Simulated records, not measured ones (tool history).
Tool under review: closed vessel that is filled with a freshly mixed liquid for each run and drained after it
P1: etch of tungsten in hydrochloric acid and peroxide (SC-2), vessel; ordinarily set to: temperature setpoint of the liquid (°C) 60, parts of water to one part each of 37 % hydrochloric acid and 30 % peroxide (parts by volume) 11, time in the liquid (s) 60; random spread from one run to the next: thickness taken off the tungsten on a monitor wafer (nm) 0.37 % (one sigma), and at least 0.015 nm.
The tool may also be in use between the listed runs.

run,hour,temperature setpoint of the liquid (°C),parts of water to one part each of 37 % hydrochloric acid and 30 % peroxide (parts by volume),time in the liquid (s),hours since the thermometer was replaced,hours since the chemicals flow meter was replaced,hours since the drum of peroxide was connected,thickness taken off the tungsten on a monitor wafer (nm)
1,12.4,60,11,60,879.7,1255.6,411.2,32.561
2,28.9,60,11,60,896.2,1272.1,427.7,32.595
# hour 29.8: thermometer replaced
3,47.4,70,16,60,17.7,1290.6,446.2,43.515
4,62.2,50,11,60,32.5,1305.4,461,17.022
5,80.5,60,11,100,50.8,1323.7,479.3,54.703
6,90.2,72,11,60,60.5,1333.4,489,67.732
7,104.6,60,11,60,74.9,1347.8,503.4,32.525
8,117,60,11,60,87.3,1360.2,515.8,32.845
9,126.7,60,11,30,97,1369.9,525.5,16.354
10,144.3,60,11,60,114.6,1387.5,543.1,32.585
11,158.8,60,18.5,60,129.1,1402,557.6,20.649
12,176.8,60,4,60,147.1,1420,575.6,70.846
13,191,69.5,11,110,161.3,1434.2,589.8,106.09
14,206.9,60,4.5,85,177.2,1450.1,605.7,91.995
15,220.4,60,11,60,190.7,1463.6,619.2,32.484
16,229.1,60,11,60,199.4,1472.3,627.9,32.427
17,247,60,11,60,217.3,1490.2,645.8,34.41
18,257.5,60,11,60,227.8,1500.7,656.3,35.038
19,268.2,60,11,60,238.5,1511.4,667,35.104
20,281.1,60,11,60,251.4,1524.3,679.9,35.46
21,291.2,60,11,60,261.5,1534.4,690,35.471
22,308.1,60,11,60,278.4,1551.3,706.9,35.523
23,325.7,60,11,60,296,1568.9,724.5,35.456

The log shows P1 creeping away from where it was. Any of the 2 causes listed here, at the size stated for it, fits the log just as well as the others:
A: liquid hotter than its thermometer reads (K) = 1.43
B: chemicals flow above the setpoint (%) = 11.2
The process output started creeping at around hour 229.1.
Each remaining cause and why it is not a fit:
peroxide weaker than its label (%): limited to 8, which would change thickness taken off the tungsten on a monitor wafer (nm) by -7.4 %, either short of the creep or opposite in sign

Each of the check runs listed below is run on 2 wafers and reports their average, with the results left as question marks. Pick the one under which the possible causes would lead to clearly different results.
check 1,343.3,51.5,4,60,,,,?
check 2,343.3,72,11,35,,,,?
check 3,343.3,51.5,11,30,,,,?
check 4,343.3,60,11,30,,,,?

What every check run would give for each of its results, assuming each possible cause in turn:
check,result,if A,if B
check 1,thickness taken off the tungsten on a monitor wafer (nm),44.956,43.867
check 2,thickness taken off the tungsten on a monitor wafer (nm),42.799,43.05
check 3,thickness taken off the tungsten on a monitor wafer (nm),10.375,10.323
check 4,thickness taken off the tungsten on a monitor wafer (nm),17.847,17.842
Per check, the gap between the least separated pair of causes, taken in the result that splits them most: check 1 2.45 %; check 2 0.58 %; check 3 0.5 %; check 4 0.02 %
Of the check runs offered, only check 1 discriminates between the causes; the rest would read about the same regardless of which cause applies.

Then check 1 was run and gave: thickness taken off the tungsten on a monitor wafer (nm) 43.864. Which cause is it?

It was cause B: chemicals flow above the setpoint (%).

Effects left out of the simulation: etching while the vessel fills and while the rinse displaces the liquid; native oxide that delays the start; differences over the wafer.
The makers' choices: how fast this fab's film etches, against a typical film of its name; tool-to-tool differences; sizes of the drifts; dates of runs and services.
